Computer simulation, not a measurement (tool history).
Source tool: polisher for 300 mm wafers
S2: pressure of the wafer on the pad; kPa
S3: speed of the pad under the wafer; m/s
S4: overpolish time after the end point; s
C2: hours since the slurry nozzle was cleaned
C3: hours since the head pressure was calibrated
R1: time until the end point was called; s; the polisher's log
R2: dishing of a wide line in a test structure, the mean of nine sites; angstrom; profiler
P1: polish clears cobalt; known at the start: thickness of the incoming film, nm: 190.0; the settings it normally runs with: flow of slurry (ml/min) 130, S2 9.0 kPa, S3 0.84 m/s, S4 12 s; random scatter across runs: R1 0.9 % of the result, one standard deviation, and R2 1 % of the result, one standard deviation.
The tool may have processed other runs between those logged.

run 1 hour=2.9 | flow_of_slurry_(ml/min)=130 S2=9.0 S3=0.84 S4=12 | wafers_polished_on_this_pad=262 C2=157.6 C3=371.4 | R1=59.267 R2=264.75
run 2 hour=8.2 | flow_of_slurry_(ml/min)=130 S2=9.0 S3=0.84 S4=12 | wafers_polished_on_this_pad=295 C2=162.9 C3=376.7 | R1=58.886 R2=269.77
run 3 hour=11.2 | flow_of_slurry_(ml/min)=205 S2=9.0 S3=0.84 S4=12 | wafers_polished_on_this_pad=314 C2=165.9 C3=379.7 | R1=54.776 R2=279.64
-- hour=13.6 slurry nozzle cleaned
run 4 hour=16.1 | flow_of_slurry_(ml/min)=130 S2=9.0 S3=0.84 S4=4 | wafers_polished_on_this_pad=346 C2=2.6 C3=384.6 | R1=58.814 R2=112.99
run 5 hour=20.3 | flow_of_slurry_(ml/min)=130 S2=11.7 S3=0.84 S4=12 | wafers_polished_on_this_pad=372 C2=6.8 C3=388.8 | R1=45.858 R2=314.42
run 6 hour=26.5 | flow_of_slurry_(ml/min)=130 S2=9.0 S3=0.84 S4=12 | wafers_polished_on_this_pad=411 C2=13.0 C3=395.0 | R1=59.101 R2=273.78
run 7 hour=31.2 | flow_of_slurry_(ml/min)=130 S2=9.0 S3=0.40 S4=12 | wafers_polished_on_this_pad=441 C2=17.7 C3=399.7 | R1=124.310 R2=151.61
run 8 hour=36.6 | flow_of_slurry_(ml/min)=95 S2=9.0 S3=0.84 S4=12 | wafers_polished_on_this_pad=476 C2=23.1 C3=405.1 | R1=63.204 R2=256.35
run 9 hour=40.6 | flow_of_slurry_(ml/min)=130 S2=9.0 S3=0.84 S4=12 | wafers_polished_on_this_pad=501 C2=27.1 C3=409.1 | R1=58.842 R2=268.86
run 10 hour=44.2 | flow_of_slurry_(ml/min)=80 S2=9.0 S3=0.54 S4=12 | wafers_polished_on_this_pad=524 C2=30.7 C3=412.7 | R1=102.570 R2=179.21
run 11 hour=47.9 | flow_of_slurry_(ml/min)=130 S2=9.0 S3=0.84 S4=12 | wafers_polished_on_this_pad=547 C2=34.4 C3=416.4 | R1=59.868 R2=267.97
-- hour=50.1 head pressure recalibrated
run 12 hour=51.0 | flow_of_slurry_(ml/min)=130 S2=4.1 S3=0.84 S4=12 | wafers_polished_on_this_pad=567 C2=37.5 C3=0.9 | R1=126.500 R2=146.39
run 13 hour=55.5 | flow_of_slurry_(ml/min)=130 S2=9.0 S3=0.84 S4=22 | wafers_polished_on_this_pad=595 C2=42.0 C3=5.4 | R1=59.113 R2=379.88

Expected results for the next run?
run 14 hour=61.8 | flow_of_slurry_(ml/min)=130 S2=9.0 S3=1.24 S4=12 | wafers_polished_on_this_pad=635 C2=48.3 C3=11.7 | R1=? R2=?

R1: 39.940 s
R2: 342.00 angstrom
